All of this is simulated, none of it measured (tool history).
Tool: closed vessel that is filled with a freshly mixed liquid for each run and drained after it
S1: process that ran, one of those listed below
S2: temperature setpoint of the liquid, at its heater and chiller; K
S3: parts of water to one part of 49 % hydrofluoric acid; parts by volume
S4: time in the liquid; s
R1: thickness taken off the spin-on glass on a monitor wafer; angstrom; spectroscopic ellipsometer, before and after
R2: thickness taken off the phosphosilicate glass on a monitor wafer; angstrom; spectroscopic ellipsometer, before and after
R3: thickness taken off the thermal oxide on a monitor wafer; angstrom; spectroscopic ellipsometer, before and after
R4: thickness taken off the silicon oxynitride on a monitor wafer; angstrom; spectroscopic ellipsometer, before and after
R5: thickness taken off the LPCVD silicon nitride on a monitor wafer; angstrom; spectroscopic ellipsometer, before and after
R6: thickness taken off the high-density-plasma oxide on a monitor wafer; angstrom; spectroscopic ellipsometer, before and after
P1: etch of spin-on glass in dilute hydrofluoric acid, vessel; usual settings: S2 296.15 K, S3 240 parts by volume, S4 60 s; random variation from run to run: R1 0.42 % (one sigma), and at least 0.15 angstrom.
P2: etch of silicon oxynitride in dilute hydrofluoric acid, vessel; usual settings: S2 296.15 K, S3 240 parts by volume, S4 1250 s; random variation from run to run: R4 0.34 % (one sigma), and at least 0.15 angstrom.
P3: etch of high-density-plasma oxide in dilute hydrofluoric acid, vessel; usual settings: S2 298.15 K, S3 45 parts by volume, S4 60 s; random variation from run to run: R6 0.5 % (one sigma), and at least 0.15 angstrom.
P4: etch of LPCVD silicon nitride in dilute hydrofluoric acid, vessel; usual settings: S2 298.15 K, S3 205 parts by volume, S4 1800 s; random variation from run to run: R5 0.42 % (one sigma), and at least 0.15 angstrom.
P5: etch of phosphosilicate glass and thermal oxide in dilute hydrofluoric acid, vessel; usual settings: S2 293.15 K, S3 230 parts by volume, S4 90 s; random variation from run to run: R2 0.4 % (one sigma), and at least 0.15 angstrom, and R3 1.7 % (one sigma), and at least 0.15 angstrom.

{"run": 1, "hour": 4.7, "S1": "P1", "S2": 296.15, "S3": 240, "S4": 60, "R1": 81.403}
{"run": 2, "hour": 7.1, "S1": "P5", "S2": 293.15, "S3": 230, "S4": 165, "R2": 851.56, "R3": 24.44}
{"run": 3, "hour": 10.5, "S1": "P2", "S2": 291.65, "S3": 240, "S4": 1250, "R4": 89.009}
{"run": 4, "hour": 15.0, "S1": "P1", "S2": 296.15, "S3": 240, "S4": 60, "R1": 81.962}
{"run": 5, "hour": 18.8, "S1": "P4", "S2": 298.15, "S3": 320, "S4": 1800, "R5": 30.932}
{"run": 6, "hour": 22.4, "S1": "P1", "S2": 296.15, "S3": 240, "S4": 100, "R1": 136.88}
{"run": 7, "hour": 26.4, "S1": "P1", "S2": 291.65, "S3": 240, "S4": 60, "R1": 69.565}
{"run": 8, "hour": 31.2, "S1": "P1", "S2": 292.65, "S3": 240, "S4": 85, "R1": 101.34}
{"run": 9, "hour": 33.4, "S1": "P1", "S2": 296.15, "S3": 240, "S4": 60, "R1": 81.478}
{"run": 10, "hour": 36.1, "S1": "P1", "S2": 296.15, "S3": 90, "S4": 60, "R1": 259.21}
{"hour": 40.0, "done": "thermometer replaced"}
{"run": 11, "hour": 40.2, "S1": "P3", "S2": 304.65, "S3": 45, "S4": 60, "R6": 178.43}
{"run": 12, "hour": 43.4, "S1": "P1", "S2": 296.15, "S3": 240, "S4": 30, "R1": 41.006}
{"run": 13, "hour": 46.7, "S1": "P3", "S2": 298.15, "S3": 45, "S4": 90, "R6": 205.56}
{"run": 14, "hour": 51.1, "S1": "P1", "S2": 296.15, "S3": 410, "S4": 60, "R1": 40.811}
{"run": 15, "hour": 55.2, "S1": "P2", "S2": 296.15, "S3": 430, "S4": 1250, "R4": 54.01}
{"run": 16, "hour": 58.9, "S1": "P1", "S2": 296.15, "S3": 240, "S4": 60, "R1": 81.607}
{"run": 17, "hour": 63.0, "S1": "P3", "S2": 298.15, "S3": 80, "S4": 60, "R6": 73.6}
{"run": 18, "hour": 66.0, "S1": "P4", "S2": 298.15, "S3": 205, "S4": 3565, "R5": 96.033}
{"run": 19, "hour": 70.7, "S1": "P2", "S2": 296.15, "S3": 240, "S4": 1250, "R4": 109.48}
{"run": 20, "hour": 74.7, "S1": "P4", "S2": 294.15, "S3": 205, "S4": 1800, "R5": 37.83}
{"run": 21, "hour": 77.1, "S1": "P1", "S2": 296.15, "S3": 135, "S4": 100, "R1": 273.62}
{"run": 22, "hour": 79.5, "S1": "P5", "S2": 293.15, "S3": 340, "S4": 90, "R2": 285.69, "R3": 8.4826}
{"run": 23, "hour": 82.5, "S1": "P3", "S2": 298.15, "S3": 45, "S4": 60, "R6": 136.87}
{"run": 24, "hour": 85.6, "S1": "P2", "S2": 296.15, "S3": 240, "S4": 2245, "R4": 195.93}
{"run": 25, "hour": 87.7, "S1": "P5", "S2": 290.15, "S3": 230, "S4": 90, "R2": 414.6, "R3": 11.678}
{"run": 26, "hour": 92.3, "S1": "P1", "S2": 296.15, "S3": 240, "S4": 60, "R1": 81.81}
{"run": 27, "hour": 96.7, "S1": "P4", "S2": 298.15, "S3": 205, "S4": 1800, "R5": 48.329}
{"run": 28, "hour": 101.3, "S1": "P1", "S2": 296.15, "S3": 240, "S4": 60, "R1": 81.617}
{"hour": 103.1, "done": "hydrofluoric acid flow meter replaced"}
{"run": 29, "hour": 104.4, "S1": "P5", "S2": 293.15, "S3": 230, "S4": 90, "R2": 465.18, "R3": 13.524}
{"run": 30, "hour": 108.3, "S1": "P3", "S2": 298.15, "S3": 45, "S4": 60, "R6": 137.85}
{"run": 31, "hour": 113.2, "S1": "P1", "S2": 300.65, "S3": 240, "S4": 60, "R1": 96.477}
{"run": 32, "hour": 115.9, "S1": "P4", "S2": 298.15, "S3": 205, "S4": 1800, "R5": 48.5}
{"run": 33, "hour": 118.1, "S1": "P1", "S2": 296.15, "S3": 240, "S4": 60, "R1": 81.795}
{"run": 34, "hour": 120.3, "S1": "P1", "S2": 296.15, "S3": 240, "S4": 60, "R1": 82.913}
{"run": 35, "hour": 123.0, "S1": "P1", "S2": 296.15, "S3": 240, "S4": 60, "R1": 83.913}
{"run": 36, "hour": 127.5, "S1": "P1", "S2": 296.15, "S3": 240, "S4": 60, "R1": 84.614}
{"run": 37, "hour": 129.9, "S1": "P1", "S2": 296.15, "S3": 240, "S4": 60, "R1": 85.426}
{"run": 38, "hour": 132.3, "S1": "P1", "S2": 296.15, "S3": 240, "S4": 60, "R1": 85.612}

Run 39 comes next. What will it give?
{"run": 39, "hour": 134.6, "S1": "P1", "S2": 296.15, "S3": 240, "S4": 60, "R1": "?"}

{"run 39": {"R1": 86.316}}
